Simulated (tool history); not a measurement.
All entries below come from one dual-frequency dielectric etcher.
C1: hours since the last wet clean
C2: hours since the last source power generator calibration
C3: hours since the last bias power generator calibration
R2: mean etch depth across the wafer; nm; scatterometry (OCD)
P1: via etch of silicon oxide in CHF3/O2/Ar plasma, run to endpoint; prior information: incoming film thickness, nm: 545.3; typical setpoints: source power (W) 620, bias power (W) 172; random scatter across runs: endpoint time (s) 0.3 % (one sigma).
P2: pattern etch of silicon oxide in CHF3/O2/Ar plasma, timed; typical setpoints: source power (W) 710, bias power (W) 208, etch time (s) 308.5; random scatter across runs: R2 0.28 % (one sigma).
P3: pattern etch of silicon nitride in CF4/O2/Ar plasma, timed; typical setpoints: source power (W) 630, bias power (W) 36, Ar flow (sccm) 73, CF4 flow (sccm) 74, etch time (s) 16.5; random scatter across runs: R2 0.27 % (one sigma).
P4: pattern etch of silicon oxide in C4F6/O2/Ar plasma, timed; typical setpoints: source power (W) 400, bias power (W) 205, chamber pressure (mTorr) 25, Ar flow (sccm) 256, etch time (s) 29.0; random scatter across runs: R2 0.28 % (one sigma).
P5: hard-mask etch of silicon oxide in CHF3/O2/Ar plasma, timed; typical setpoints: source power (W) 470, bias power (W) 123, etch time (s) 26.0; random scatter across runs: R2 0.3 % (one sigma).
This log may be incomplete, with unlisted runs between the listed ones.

{"run": 1, "day": 0.333, "process that ran": "P1", "source power (W)": 620, "bias power (W)": 172, "C1": 317.6, "C2": 896.9, "C3": 283.6, "endpoint time (s)": 277.44}
{"run": 2, "day": 0.775, "process that ran": "P1", "source power (W)": 620, "bias power (W)": 172, "C1": 328.2, "C2": 907.5, "C3": 294.2, "endpoint time (s)": 277.99}
{"run": 3, "day": 1.067, "process that ran": "P2", "source power (W)": 710, "bias power (W)": 146, "etch time (s)": 308.5, "C1": 335.2, "C2": 914.5, "C3": 301.2, "R2": 613.69}
{"run": 4, "day": 1.554, "process that ran": "P1", "source power (W)": 430, "bias power (W)": 172, "C1": 346.9, "C2": 926.2, "C3": 312.9, "endpoint time (s)": 319.93}
{"run": 5, "day": 1.821, "process that ran": "P5", "source power (W)": 470, "bias power (W)": 153, "etch time (s)": 26.0, "C1": 353.3, "C2": 932.6, "C3": 319.3, "R2": 44.866}
{"run": 6, "day": 2.054, "process that ran": "P3", "source power (W)": 630, "bias power (W)": 36, "etch time (s)": 16.5, "Ar flow (sccm)": 45, "CF4 flow (sccm)": 74, "C1": 358.9, "C2": 938.2, "C3": 324.9, "R2": 35.908}
{"run": 7, "day": 2.388, "process that ran": "P1", "source power (W)": 620, "bias power (W)": 172, "C1": 366.9, "C2": 946.2, "C3": 332.9, "endpoint time (s)": 276.82}
{"run": 8, "day": 2.788, "process that ran": "P4", "source power (W)": 400, "bias power (W)": 205, "etch time (s)": 29.0, "Ar flow (sccm)": 256, "chamber pressure (mTorr)": 25, "C1": 376.5, "C2": 955.8, "C3": 342.5, "R2": 102.09}
{"run": 9, "day": 3.125, "process that ran": "P5", "source power (W)": 470, "bias power (W)": 123, "etch time (s)": 26.0, "C1": 384.6, "C2": 963.9, "C3": 350.6, "R2": 41.921}
{"run": 10, "day": 3.4, "process that ran": "P5", "source power (W)": 470, "bias power (W)": 123, "etch time (s)": 26.0, "C1": 391.2, "C2": 970.5, "C3": 357.2, "R2": 41.843}
{"run": 11, "day": 3.883, "process that ran": "P4", "source power (W)": 400, "bias power (W)": 205, "etch time (s)": 29.0, "Ar flow (sccm)": 159, "chamber pressure (mTorr)": 25, "C1": 402.8, "C2": 982.1, "C3": 368.8, "R2": 107.22}
{"run": 12, "day": 4.171, "process that ran": "P5", "source power (W)": 320, "bias power (W)": 123, "etch time (s)": 26.0, "C1": 409.7, "C2": 989.0, "C3": 375.7, "R2": 35.979}
{"run": 13, "day": 4.496, "process that ran": "P3", "source power (W)": 630, "bias power (W)": 36, "etch time (s)": 16.5, "Ar flow (sccm)": 73, "CF4 flow (sccm)": 74, "C1": 417.5, "C2": 996.8, "C3": 383.5, "R2": 33.772}
{"run": 14, "day": 4.846, "process that ran": "P4", "source power (W)": 400, "bias power (W)": 205, "etch time (s)": 29.0, "Ar flow (sccm)": 256, "chamber pressure (mTorr)": 31, "C1": 425.9, "C2": 1005.2, "C3": 391.9, "R2": 99.006}
{"run": 15, "day": 5.108, "process that ran": "P3", "source power (W)": 500, "bias power (W)": 36, "etch time (s)": 16.5, "Ar flow (sccm)": 73, "CF4 flow (sccm)": 74, "C1": 432.2, "C2": 1011.5, "C3": 398.2, "R2": 27.562}
{"run": 16, "day": 5.417, "process that ran": "P2", "source power (W)": 710, "bias power (W)": 208, "etch time (s)": 229.0, "C1": 439.6, "C2": 1018.9, "C3": 405.6, "R2": 512.84}
{"run": 17, "day": 5.704, "process that ran": "P1", "source power (W)": 620, "bias power (W)": 103, "C1": 446.5, "C2": 1025.8, "C3": 412.5, "endpoint time (s)": 327.99}
{"run": 18, "day": 6.154, "process that ran": "P1", "source power (W)": 620, "bias power (W)": 226, "C1": 457.3, "C2": 1036.6, "C3": 423.3, "endpoint time (s)": 253.63}
{"run": 19, "day": 6.55, "process that ran": "P3", "source power (W)": 630, "bias power (W)": 36, "etch time (s)": 10.0, "Ar flow (sccm)": 73, "CF4 flow (sccm)": 74, "C1": 466.8, "C2": 1046.1, "C3": 432.8, "R2": 20.386}
{"run": 20, "day": 6.888, "process that ran": "P1", "source power (W)": 620, "bias power (W)": 172, "C1": 474.9, "C2": 1054.2, "C3": 440.9, "endpoint time (s)": 278.84}
{"day": 7.242, "done": "source power generator calibrated"}
{"run": 21, "day": 7.3, "process that ran": "P3", "source power (W)": 630, "bias power (W)": 36, "etch time (s)": 16.5, "Ar flow (sccm)": 73, "CF4 flow (sccm)": 55, "C1": 484.8, "C2": 1.5, "C3": 450.8, "R2": 32.222}
{"run": 22, "day": 7.758, "process that ran": "P2", "source power (W)": 950, "bias power (W)": 208, "etch time (s)": 308.5, "C1": 495.8, "C2": 12.5, "C3": 461.8, "R2": 772.68}
{"run": 23, "day": 8.012, "process that ran": "P5", "source power (W)": 470, "bias power (W)": 123, "etch time (s)": 14.5, "C1": 501.9, "C2": 18.6, "C3": 467.9, "R2": 23.205}
{"run": 24, "day": 8.517, "process that ran": "P4", "source power (W)": 400, "bias power (W)": 167, "etch time (s)": 29.0, "Ar flow (sccm)": 256, "chamber pressure (mTorr)": 25, "C1": 514.0, "C2": 30.7, "C3": 480.0, "R2": 95.665}
{"run": 25, "day": 8.962, "process that ran": "P1", "source power (W)": 820, "bias power (W)": 172, "C1": 524.7, "C2": 41.4, "C3": 490.7, "endpoint time (s)": 249.39}
{"run": 26, "day": 9.396, "process that ran": "P4", "source power (W)": 290, "bias power (W)": 205, "etch time (s)": 29.0, "Ar flow (sccm)": 256, "chamber pressure (mTorr)": 25, "C1": 535.1, "C2": 51.8, "C3": 501.1, "R2": 89.909}
{"run": 27, "day": 9.812, "process that ran": "P1", "source power (W)": 620, "bias power (W)": 172, "C1": 545.1, "C2": 61.8, "C3": 511.1, "endpoint time (s)": 278.1}
{"run": 28, "day": 10.233, "process that ran": "P4", "source power (W)": 400, "bias power (W)": 205, "etch time (s)": 41.5, "Ar flow (sccm)": 256, "chamber pressure (mTorr)": 25, "C1": 555.2, "C2": 71.9, "C3": 521.2, "R2": 146.39}
{"run": 29, "day": 10.662, "process that ran": "P2", "source power (W)": 710, "bias power (W)": 208, "etch time (s)": 308.5, "C1": 565.5, "C2": 82.2, "C3": 531.5, "R2": 690.34}
{"run": 30, "day": 10.892, "process that ran": "P3", "source power (W)": 630, "bias power (W)": 36, "etch time (s)": 16.5, "Ar flow (sccm)": 73, "CF4 flow (sccm)": 74, "C1": 571.0, "C2": 87.7, "C3": 537.0, "R2": 33.592}
{"run": 31, "day": 11.242, "process that ran": "P1", "source power (W)": 390, "bias power (W)": 114, "C1": 579.4, "C2": 96.1, "C3": 545.4, "endpoint time (s)": 377.41}
{"run": 32, "day": 11.567, "process that ran": "P1", "source power (W)": 620, "bias power (W)": 172, "C1": 587.2, "C2": 103.9, "C3": 553.2, "endpoint time (s)": 279.26}
{"run": 33, "day": 11.788, "process that ran": "P1", "source power (W)": 470, "bias power (W)": 132, "C1": 592.5, "C2": 109.2, "C3": 558.5, "endpoint time (s)": 338.0}
{"run": 34, "day": 12.292, "process that ran": "P2", "source power (W)": 710, "bias power (W)": 208, "etch time (s)": 308.5, "C1": 604.6, "C2": 121.3, "C3": 570.6, "R2": 689.8}
{"run": 35, "day": 12.692, "process that ran": "P3", "source power (W)": 630, "bias power (W)": 24, "etch time (s)": 16.5, "Ar flow (sccm)": 73, "CF4 flow (sccm)": 74, "C1": 614.2, "C2": 130.9, "C3": 580.2, "R2": 29.491}
{"run": 36, "day": 12.938, "process that ran": "P1", "source power (W)": 620, "bias power (W)": 172, "C1": 620.1, "C2": 136.8, "C3": 586.1, "endpoint time (s)": 278.53}
{"run": 37, "day": 13.2, "process that ran": "P1", "source power (W)": 620, "bias power (W)": 172, "C1": 626.4, "C2": 143.1, "C3": 592.4, "endpoint time (s)": 279.22}
{"run": 38, "day": 13.5, "process that ran": "P1", "source power (W)": 620, "bias power (W)": 172, "C1": 633.6, "C2": 150.3, "C3": 599.6, "endpoint time (s)": 280.86}
{"run": 39, "day": 13.829, "process that ran": "P1", "source power (W)": 620, "bias power (W)": 172, "C1": 641.5, "C2": 158.2, "C3": 607.5, "endpoint time (s)": 279.97}
{"run": 40, "day": 14.121, "process that ran": "P1", "source power (W)": 620, "bias power (W)": 172, "C1": 648.5, "C2": 165.2, "C3": 614.5, "endpoint time (s)": 279.27}
{"day": 14.246, "done": "wet clean of the chamber"}
{"run": 41, "day": 14.442, "process that ran": "P1", "source power (W)": 620, "bias power (W)": 172, "C1": 4.7, "C2": 172.9, "C3": 622.2, "endpoint time (s)": 281.32}
{"run": 42, "day": 14.846, "process that ran": "P1", "source power (W)": 620, "bias power (W)": 172, "C1": 14.4, "C2": 182.6, "C3": 631.9, "endpoint time (s)": 282.02}
{"run": 43, "day": 15.092, "process that ran": "P1", "source power (W)": 620, "bias power (W)": 172, "C1": 20.3, "C2": 188.5, "C3": 637.8, "endpoint time (s)": 282.81}
{"run": 44, "day": 15.558, "process that ran": "P1", "source power (W)": 620, "bias power (W)": 172, "C1": 31.5, "C2": 199.7, "C3": 649.0, "endpoint time (s)": 283.4}
{"run": 45, "day": 15.812, "process that ran": "P1", "source power (W)": 620, "bias power (W)": 172, "C1": 37.6, "C2": 205.8, "C3": 655.1, "endpoint time (s)": 283.46}
{"run": 46, "day": 16.1, "process that ran": "P1", "source power (W)": 620, "bias power (W)": 172, "C1": 44.5, "C2": 212.7, "C3": 662.0, "endpoint time (s)": 281.83}
{"run": 47, "day": 16.442, "process that ran": "P1", "source power (W)": 620, "bias power (W)": 172, "C1": 52.7, "C2": 220.9, "C3": 670.2, "endpoint time (s)": 283.05}

The output of P1 has drifted from where it used to be. Each of the 2 causes below, taken at the size shown beside it, accounts for the log equally well:
A: bias power that arrives under what is set, % = 4.49
B: source power that arrives under what is set, % = 3.88
Creep in the process output first set in at about day 12.938.
Ruled out, with reasons:
chamber walls in a state that lowers the etch rate, %: was serviced at day 14.246, once the creep was under way, yet the earlier output never came back

Question marks stand in for the results of the 4 check runs listed below, each run on one wafer. Under which run would the listed causes show clearly different results?
{"run": "check 1", "day": 16.783, "process that ran": "P2", "source power (W)": 850, "bias power (W)": 162, "etch time (s)": 308.5, "R2": "?"}
{"run": "check 2", "day": 16.783, "process that ran": "P3", "source power (W)": 630, "bias power (W)": 25, "etch time (s)": 16.5, "Ar flow (sccm)": 73, "CF4 flow (sccm)": 57, "R2": "?"}
{"run": "check 3", "day": 16.783, "process that ran": "P4", "source power (W)": 300, "bias power (W)": 205, "etch time (s)": 29.0, "Ar flow (sccm)": 256, "chamber pressure (mTorr)": 25, "R2": "?"}
{"run": "check 4", "day": 16.783, "process that ran": "P5", "source power (W)": 340, "bias power (W)": 123, "etch time (s)": 15.0, "R2": "?"}

What each check would give under each cause:
check=check_1 result=R2 if_A=670.940 if_B=670.470
check=check_2 result=R2 if_A=28.283 if_B=27.704
check=check_3 result=R2 if_A=89.885 if_B=89.881
check=check_4 result=R2 if_A=20.954 if_B=20.943
Separation of the two closest causes in each check, using whichever result separates them best: check 1 0.07 %; check 2 2.07 %; check 3 0 %; check 4 0.05 %
The other checks would show nearly matching results whichever cause is true, so check 2 is the only one that separates the causes.

The results of check 2 are: R2 28.264 nm. Based on these, which of the listed causes is it?

The cause is A: bias power that arrives under what is set, %.
